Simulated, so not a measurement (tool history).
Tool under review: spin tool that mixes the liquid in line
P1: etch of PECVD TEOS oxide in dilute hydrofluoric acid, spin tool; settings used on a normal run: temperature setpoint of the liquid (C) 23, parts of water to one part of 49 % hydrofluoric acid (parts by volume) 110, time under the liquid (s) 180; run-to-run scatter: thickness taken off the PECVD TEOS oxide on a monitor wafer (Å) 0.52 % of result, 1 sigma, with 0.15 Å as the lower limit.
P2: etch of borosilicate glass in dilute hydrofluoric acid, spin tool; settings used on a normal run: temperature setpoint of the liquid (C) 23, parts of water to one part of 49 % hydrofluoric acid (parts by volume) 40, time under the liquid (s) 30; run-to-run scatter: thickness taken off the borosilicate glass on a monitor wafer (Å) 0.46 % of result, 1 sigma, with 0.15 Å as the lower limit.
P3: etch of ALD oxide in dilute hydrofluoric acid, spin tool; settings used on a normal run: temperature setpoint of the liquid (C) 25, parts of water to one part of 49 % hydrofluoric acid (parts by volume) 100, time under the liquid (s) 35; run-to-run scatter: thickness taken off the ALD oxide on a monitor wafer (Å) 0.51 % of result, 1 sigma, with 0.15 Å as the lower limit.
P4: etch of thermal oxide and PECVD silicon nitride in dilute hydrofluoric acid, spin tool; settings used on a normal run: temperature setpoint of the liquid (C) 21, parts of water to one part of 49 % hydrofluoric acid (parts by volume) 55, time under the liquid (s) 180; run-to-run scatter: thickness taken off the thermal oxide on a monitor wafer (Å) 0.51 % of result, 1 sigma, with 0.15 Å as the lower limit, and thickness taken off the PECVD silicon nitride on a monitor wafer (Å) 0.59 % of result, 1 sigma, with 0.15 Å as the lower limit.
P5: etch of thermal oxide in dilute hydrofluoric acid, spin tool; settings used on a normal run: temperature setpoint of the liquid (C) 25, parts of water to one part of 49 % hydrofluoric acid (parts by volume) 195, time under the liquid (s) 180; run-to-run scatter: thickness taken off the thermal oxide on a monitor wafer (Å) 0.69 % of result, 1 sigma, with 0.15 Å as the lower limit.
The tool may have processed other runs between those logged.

| run | hour | process that ran | temperature setpoint of the liquid (C) | parts of water to one part of 49 % hydrofluoric acid (parts by volume) | time under the liquid (s) | thickness taken off the PECVD TEOS oxide on a monitor wafer (Å) | thickness taken off the thermal oxide on a monitor wafer (Å) | thickness taken off the ALD oxide on a monitor wafer (Å) | thickness taken off the borosilicate glass on a monitor wafer (Å) | thickness taken off the PECVD silicon nitride on a monitor wafer (Å) |
|---|---|---|---|---|---|---|---|---|---|---|
| 1 | 5.6 | P1 | 23 | 110 | 180 | 296.04 |  |  |  |  |
| 2 | 14.7 | P5 | 18.5 | 195 | 180 |  | 30.298 |  |  |  |
| 3 | 21.9 | P3 | 25 | 155 | 35 |  |  | 51.065 |  |  |
| 4 | 29.7 | P2 | 23 | 40 | 30 |  |  |  | 222.31 |  |
| 5 | 36.9 | P4 | 21 | 55 | 180 |  | 142.69 |  |  | 45.278 |
| 6 | 41.6 | P2 | 30 | 40 | 30 |  |  |  | 295.36 |  |
| 7 | 48.6 | P1 | 23 | 110 | 290 | 479.14 |  |  |  |  |
| 8 | 57.1 | P1 | 23 | 110 | 45 | 74.319 |  |  |  |  |
| 9 | 62.9 | P1 | 23 | 110 | 180 | 295.04 |  |  |  |  |
| 10 | 67.8 | P3 | 25 | 100 | 55 |  |  | 132.16 |  |  |
| 11 | 73.4 | P4 | 21 | 55 | 60 |  | 47.189 |  |  | 15.245 |
| 12 | 79.8 | P5 | 25 | 85 | 180 |  | 101.32 |  |  |  |
| 13 | 87.1 | P4 | 28.5 | 55 | 180 |  | 193 |  |  | 74.031 |
| 14 | 92.9 | P2 | 23 | 40 | 30 |  |  |  | 222.63 |  |
| 15 | 101.4 | P3 | 25 | 100 | 35 |  |  | 83.992 |  |  |
| 16 | 109.4 | P1 | 23 | 25 | 180 | 1430 |  |  |  |  |
| 17 | 117.9 | P5 | 25 | 195 | 180 |  | 38.795 |  |  |  |
| 18 | 126.1 | P5 | 25 | 195 | 15 |  | 3.3427 |  |  |  |
| 19 | 132.9 | P1 | 30 | 110 | 180 | 388.43 |  |  |  |  |
| 20 | 142.1 | P1 | 23 | 110 | 180 | 295.81 |  |  |  |  |
| 21 | 147 | P2 | 23 | 55 | 30 |  |  |  | 158.95 |  |
| 22 | 153.8 | P3 | 32.5 | 100 | 35 |  |  | 111.66 |  |  |
| 23 | 162.7 | P1 | 23 | 155 | 180 | 199.31 |  |  |  |  |
| 24 | 169.4 | P5 | 25 | 195 | 180 |  | 38.219 |  |  |  |
| 25 | 176.3 | P1 | 18 | 110 | 180 | 241.85 |  |  |  |  |

Run 26 has not been measured yet. What should we expect?
| 26 | 182.7 | P4 | 21 | 20 | 180 |  | ? |  |  | ? |

thickness taken off the thermal oxide on a monitor wafer (Å): 409.85
thickness taken off the PECVD silicon nitride on a monitor wafer (Å): 118.01
